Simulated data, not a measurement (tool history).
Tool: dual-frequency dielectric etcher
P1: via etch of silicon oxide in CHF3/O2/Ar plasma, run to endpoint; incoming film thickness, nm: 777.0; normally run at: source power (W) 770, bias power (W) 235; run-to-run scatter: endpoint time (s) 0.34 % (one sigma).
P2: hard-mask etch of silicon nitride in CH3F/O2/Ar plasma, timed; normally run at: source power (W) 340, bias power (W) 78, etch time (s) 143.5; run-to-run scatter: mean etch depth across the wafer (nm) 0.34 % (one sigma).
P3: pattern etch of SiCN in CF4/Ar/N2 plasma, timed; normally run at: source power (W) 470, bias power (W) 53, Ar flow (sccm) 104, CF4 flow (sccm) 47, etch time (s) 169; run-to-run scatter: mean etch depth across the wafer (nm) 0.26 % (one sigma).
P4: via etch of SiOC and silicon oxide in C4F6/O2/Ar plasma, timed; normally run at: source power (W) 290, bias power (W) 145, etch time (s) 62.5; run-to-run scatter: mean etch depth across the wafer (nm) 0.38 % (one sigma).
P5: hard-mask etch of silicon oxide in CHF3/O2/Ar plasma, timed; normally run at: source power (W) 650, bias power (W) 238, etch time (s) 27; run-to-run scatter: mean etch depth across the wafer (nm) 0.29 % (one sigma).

| run | day | process that ran | source power (W) | bias power (W) | Ar flow (sccm) | CF4 flow (sccm) | etch time (s) | endpoint time (s) | mean etch depth across the wafer (nm) |
|---|---|---|---|---|---|---|---|---|---|
| 1 | 0.533 | P1 | 770 | 235 |  |  |  | 321.96 |  |
| 2 | 1.112 | P1 | 1060 | 235 |  |  |  | 285.57 |  |
| 3 | 1.842 | P3 | 470 | 69 | 104 | 47 | 169 |  | 142.91 |
| 4 | 2.533 | P5 | 650 | 238 |  |  | 27 |  | 60.44 |
| 5 | 3.1 | P1 | 770 | 235 |  |  |  | 321.51 |  |
| 6 | 3.583 | P2 | 340 | 61 |  |  | 143.5 |  | 90.13 |
| 7 | 4.258 | P1 | 770 | 235 |  |  |  | 322.54 |  |
| 8 | 4.967 | P3 | 470 | 53 | 147 | 47 | 169 |  | 121.24 |
| 9 | 5.596 | P4 | 290 | 145 |  |  | 62.5 |  | 55.979 |
| 10 | 6.288 | P1 | 770 | 326 |  |  |  | 285.15 |  |
| 11 | 6.917 | P4 | 360 | 145 |  |  | 62.5 |  | 61.316 |
| 12 | 7.683 | P1 | 490 | 235 |  |  |  | 383.88 |  |
| 13 | 8.108 | P2 | 340 | 78 |  |  | 143.5 |  | 98.217 |
| 14 | 8.742 | P2 | 230 | 78 |  |  | 143.5 |  | 85.441 |
| 15 | 9.188 | P1 | 1030 | 278 |  |  |  | 270.21 |  |
| 16 | 9.588 | P5 | 650 | 301 |  |  | 27 |  | 65.59 |
| 17 | 10.321 | P3 | 470 | 53 | 104 | 47 | 249 |  | 191.25 |
| 18 | 10.942 | P1 | 770 | 235 |  |  |  | 322.71 |  |
| 19 | 11.579 | P5 | 400 | 238 |  |  | 27 |  | 50.718 |
| 20 | 12.225 | P3 | 470 | 53 | 104 | 37 | 169 |  | 124.41 |
| 21 | 12.938 | P3 | 470 | 53 | 104 | 47 | 169 |  | 129.75 |
| 22 | 13.55 | P3 | 360 | 53 | 104 | 47 | 169 |  | 102.64 |
| 23 | 14.125 | P1 | 770 | 190 |  |  |  | 346.81 |  |
| 24 | 14.817 | P3 | 470 | 53 | 104 | 47 | 169 |  | 129.97 |
| 25 | 15.242 | P4 | 290 | 173 |  |  | 62.5 |  | 59.036 |
| 26 | 15.879 | P4 | 290 | 145 |  |  | 62.5 |  | 55.954 |
| 27 | 16.358 | P2 | 340 | 78 |  |  | 93.5 |  | 63.948 |
| 28 | 16.967 | P1 | 770 | 235 |  |  |  | 320.83 |  |
| 29 | 17.471 | P4 | 290 | 145 |  |  | 41 |  | 36.995 |
| 30 | 18.142 | P5 | 650 | 238 |  |  | 17.5 |  | 39.177 |
| 31 | 18.717 | P1 | 770 | 235 |  |  |  | 322.46 |  |
| 32 | 19.179 | P1 | 770 | 235 |  |  |  | 324.61 |  |
| 33 | 19.75 | P1 | 770 | 235 |  |  |  | 327.81 |  |
| 34 | 20.121 | P1 | 770 | 235 |  |  |  | 325.53 |  |
|  | 20.275 | wet clean of the chamber |
| 35 | 20.721 | P1 | 770 | 235 |  |  |  | 326.26 |  |
| 36 | 21.217 | P1 | 770 | 235 |  |  |  | 327.46 |  |

The next listed run, before its measurement:
| 37 | 21.579 | P1 | 770 | 235 |  |  |  | ? |  |

endpoint time (s): 327.02
